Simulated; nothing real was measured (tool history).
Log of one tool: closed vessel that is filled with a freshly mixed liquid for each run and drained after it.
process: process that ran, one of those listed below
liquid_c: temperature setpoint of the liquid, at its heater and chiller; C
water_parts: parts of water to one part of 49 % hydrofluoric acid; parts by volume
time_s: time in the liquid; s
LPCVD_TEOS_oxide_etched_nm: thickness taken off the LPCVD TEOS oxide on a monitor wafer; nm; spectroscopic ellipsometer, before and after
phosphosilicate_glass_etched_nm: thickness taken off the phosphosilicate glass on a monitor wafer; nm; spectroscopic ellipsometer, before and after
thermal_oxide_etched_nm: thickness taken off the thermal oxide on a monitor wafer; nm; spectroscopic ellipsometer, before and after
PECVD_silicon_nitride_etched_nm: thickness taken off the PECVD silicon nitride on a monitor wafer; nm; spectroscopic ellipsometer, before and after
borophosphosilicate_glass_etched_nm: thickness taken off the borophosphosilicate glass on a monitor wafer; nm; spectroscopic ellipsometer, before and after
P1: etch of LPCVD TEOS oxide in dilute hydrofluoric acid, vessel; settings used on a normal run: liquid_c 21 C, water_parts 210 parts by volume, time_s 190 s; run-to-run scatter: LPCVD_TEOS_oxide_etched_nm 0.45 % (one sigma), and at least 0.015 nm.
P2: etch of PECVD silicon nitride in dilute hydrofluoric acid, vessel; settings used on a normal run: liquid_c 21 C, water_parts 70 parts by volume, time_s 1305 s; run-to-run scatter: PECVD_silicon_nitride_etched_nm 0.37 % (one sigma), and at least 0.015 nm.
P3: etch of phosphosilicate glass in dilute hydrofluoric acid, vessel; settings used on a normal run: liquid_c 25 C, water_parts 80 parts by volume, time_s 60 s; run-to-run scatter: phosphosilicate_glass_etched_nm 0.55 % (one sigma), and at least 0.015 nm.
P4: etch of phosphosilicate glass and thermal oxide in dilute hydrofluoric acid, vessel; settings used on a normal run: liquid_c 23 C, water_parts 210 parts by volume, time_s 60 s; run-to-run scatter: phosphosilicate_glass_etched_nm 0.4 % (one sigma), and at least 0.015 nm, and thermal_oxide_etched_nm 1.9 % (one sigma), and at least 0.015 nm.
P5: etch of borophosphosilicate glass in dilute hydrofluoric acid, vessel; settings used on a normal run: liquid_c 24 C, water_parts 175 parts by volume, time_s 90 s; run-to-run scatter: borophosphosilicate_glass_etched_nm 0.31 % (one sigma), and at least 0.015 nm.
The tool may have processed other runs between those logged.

| run | hour | process | liquid_c | water_parts | time_s | hours since the thermometer was replaced | hours since the hydrofluoric acid flow meter was replaced | LPCVD_TEOS_oxide_etched_nm | phosphosilicate_glass_etched_nm | thermal_oxide_etched_nm | PECVD_silicon_nitride_etched_nm | borophosphosilicate_glass_etched_nm |
|---|---|---|---|---|---|---|---|---|---|---|---|---|
| 1 | 2.6 | P1 | 21 | 210 | 190 | 442.4 | 408.3 | 22.955 |  |  |  |  |
| 2 | 6.1 | P3 | 25 | 80 | 30 | 445.9 | 411.8 |  | 71.948 |  |  |  |
| 3 | 10.1 | P4 | 23 | 210 | 30 | 449.9 | 415.8 |  | 7.7199 | 0.53936 |  |  |
| 4 | 13.8 | P2 | 21 | 70 | 1305 | 453.6 | 419.5 |  |  |  | 44.176 |  |
| 5 | 16.9 | P1 | 21 | 210 | 190 | 456.7 | 422.6 | 22.751 |  |  |  |  |
| 6 | 19.9 | P4 | 23 | 210 | 60 | 459.7 | 425.6 |  | 15.386 | 1.099 |  |  |
| 7 | 24.6 | P1 | 28 | 210 | 190 | 464.4 | 430.3 | 29.379 |  |  |  |  |
| 8 | 26.9 | P5 | 24 | 175 | 90 | 466.7 | 432.6 |  |  |  |  | 25.576 |
| 9 | 29.8 | P1 | 21 | 210 | 190 | 469.6 | 435.5 | 22.676 |  |  |  |  |
| 10 | 32.9 | P1 | 17 | 210 | 190 | 472.7 | 438.6 | 19.275 |  |  |  |  |
| 11 | 37.4 | P1 | 17 | 210 | 265 | 477.2 | 443.1 | 27.108 |  |  |  |  |
| 12 | 40.7 | P1 | 21 | 210 | 190 | 480.5 | 446.4 | 22.772 |  |  |  |  |
| 13 | 44.4 | P1 | 21 | 210 | 190 | 484.2 | 450.1 | 22.739 |  |  |  |  |
| 14 | 47.5 | P5 | 24 | 175 | 90 | 487.3 | 453.2 |  |  |  |  | 25.642 |
| 15 | 52.2 | P3 | 33 | 80 | 60 | 492 | 457.9 |  | 195.66 |  |  |  |
| 16 | 55 | P1 | 21 | 210 | 80 | 494.8 | 460.7 | 9.6536 |  |  |  |  |
| 17 | 59.5 | P4 | 18 | 210 | 60 | 499.3 | 465.2 |  | 12.727 | 0.95569 |  |  |
| 18 | 61.6 | P2 | 21 | 70 | 535 | 501.4 | 467.3 |  |  |  | 18.046 |  |
| 19 | 65.7 | P2 | 21 | 70 | 1305 | 505.5 | 471.4 |  |  |  | 44.033 |  |
| 20 | 69.8 | P1 | 21 | 85 | 190 | 509.6 | 475.5 | 64.527 |  |  |  |  |
| 21 | 73.1 | P1 | 21 | 305 | 190 | 512.9 | 478.8 | 14.325 |  |  |  |  |
| 22 | 75.6 | P5 | 19.5 | 175 | 90 | 515.4 | 481.3 |  |  |  |  | 21.651 |
| 23 | 79.5 | P2 | 17 | 70 | 1305 | 519.3 | 485.2 |  |  |  | 33.191 |  |
| 24 | 83.7 | P3 | 25 | 140 | 60 | 523.5 | 489.4 |  | 76.264 |  |  |  |
| 25 | 88 | P1 | 28.5 | 210 | 55 | 527.8 | 493.7 | 8.6734 |  |  |  |  |
| 26 | 92.2 | P4 | 23 | 210 | 60 | 532 | 497.9 |  | 15.373 | 1.1228 |  |  |
| 27 | 96.9 | P1 | 17 | 90 | 190 | 536.7 | 502.6 | 51.205 |  |  |  |  |
| 28 | 100.3 | P4 | 23 | 370 | 60 | 540.1 | 506 |  | 7.5631 | 0.55412 |  |  |
| 29 | 102.5 | P5 | 24 | 175 | 30 | 542.3 | 508.2 |  |  |  |  | 8.5843 |
| 30 | 105.4 | P1 | 21 | 210 | 190 | 545.2 | 511.1 | 22.815 |  |  |  |  |
| 31 | 109.7 | P2 | 21 | 20 | 1305 | 549.5 | 515.4 |  |  |  | 147.98 |  |
| 32 | 114.4 | P1 | 21 | 210 | 290 | 554.2 | 520.1 | 34.908 |  |  |  |  |
| 33 | 116.6 | P3 | 25 | 80 | 60 | 556.4 | 522.3 |  | 145.72 |  |  |  |
| 34 | 120.3 | P5 | 24 | 265 | 90 | 560.1 | 526 |  |  |  |  | 15.471 |
| 35 | 123.9 | P1 | 21 | 210 | 190 | 563.7 | 529.6 | 22.665 |  |  |  |  |
| 36 | 127.7 | P1 | 21 | 210 | 190 | 567.5 | 533.4 | 23.539 |  |  |  |  |
| 37 | 132.2 | P1 | 21 | 210 | 190 | 572 | 537.9 | 23.772 |  |  |  |  |
| 38 | 136.7 | P1 | 21 | 210 | 190 | 576.5 | 542.4 | 23.969 |  |  |  |  |
| 39 | 141.2 | P1 | 21 | 210 | 190 | 581 | 546.9 | 24.585 |  |  |  |  |
| 40 | 143.3 | P1 | 21 | 210 | 190 | 583.1 | 549 | 24.618 |  |  |  |  |
| 41 | 147 | P1 | 21 | 210 | 190 | 586.8 | 552.7 | 24.425 |  |  |  |  |
| 42 | 150 | P1 | 21 | 210 | 190 | 589.8 | 555.7 | 24.668 |  |  |  |  |
| 43 | 153.6 | P1 | 21 | 210 | 190 | 593.4 | 559.3 | 24.743 |  |  |  |  |
| 44 | 156.7 | P1 | 21 | 210 | 190 | 596.5 | 562.4 | 24.536 |  |  |  |  |
| 45 | 159.9 | P1 | 21 | 210 | 190 | 599.7 | 565.6 | 24.793 |  |  |  |  |
| 46 | 163.7 | P1 | 21 | 210 | 190 | 603.5 | 569.4 | 24.843 |  |  |  |  |

P1 no longer gives what it gave before; its output has crept away from where it was. The following 2 causes, each at its listed size, fit the log equally well:
A: hydrofluoric acid flow above the setpoint (%) = 7.11
B: liquid hotter than its thermometer reads (K) = 2.21
The creep began at about hour 123.9.

Consider the 4 single-wafer check runs listed below, results given as question marks: which one distinguishes between the causes by giving clearly different results for each?
| check 1 | 167.5 | P4 | 19 | 210 | 60 |  |  |  | ? | ? |  |  |
| check 2 | 167.5 | P2 | 21 | 40 | 790 |  |  |  |  |  | ? |  |
| check 3 | 167.5 | P5 | 20 | 255 | 90 |  |  |  |  |  |  | ? |
| check 4 | 167.5 | P3 | 25 | 135 | 60 |  |  |  | ? |  |  |  |

Expected result of each check under each candidate cause:
| check | result | if A | if B |
|---|---|---|---|
| check 1 | phosphosilicate_glass_etched_nm | 14.41 | 14.45 |
| check 1 | thermal_oxide_etched_nm | 1.0618 | 1.0647 |
| check 2 | PECVD_silicon_nitride_etched_nm | 49.238 | 53.614 |
| check 3 | borophosphosilicate_glass_etched_nm | 15.271 | 15.227 |
| check 4 | phosphosilicate_glass_etched_nm | 86.375 | 86.737 |
Smallest distance between any two causes, each pair judged by its most separating result, in per cent: check 1 0.27 %; check 2 8.51 %; check 3 0.29 %; check 4 0.42 %
Check 2 distinguishes between the causes, while the remaining checks would return nearly the same result for all of them.

Then check 2 was run and gave: PECVD_silicon_nitride_etched_nm 49.322 nm. Which cause is it?

It was cause A: hydrofluoric acid flow above the setpoint (%).

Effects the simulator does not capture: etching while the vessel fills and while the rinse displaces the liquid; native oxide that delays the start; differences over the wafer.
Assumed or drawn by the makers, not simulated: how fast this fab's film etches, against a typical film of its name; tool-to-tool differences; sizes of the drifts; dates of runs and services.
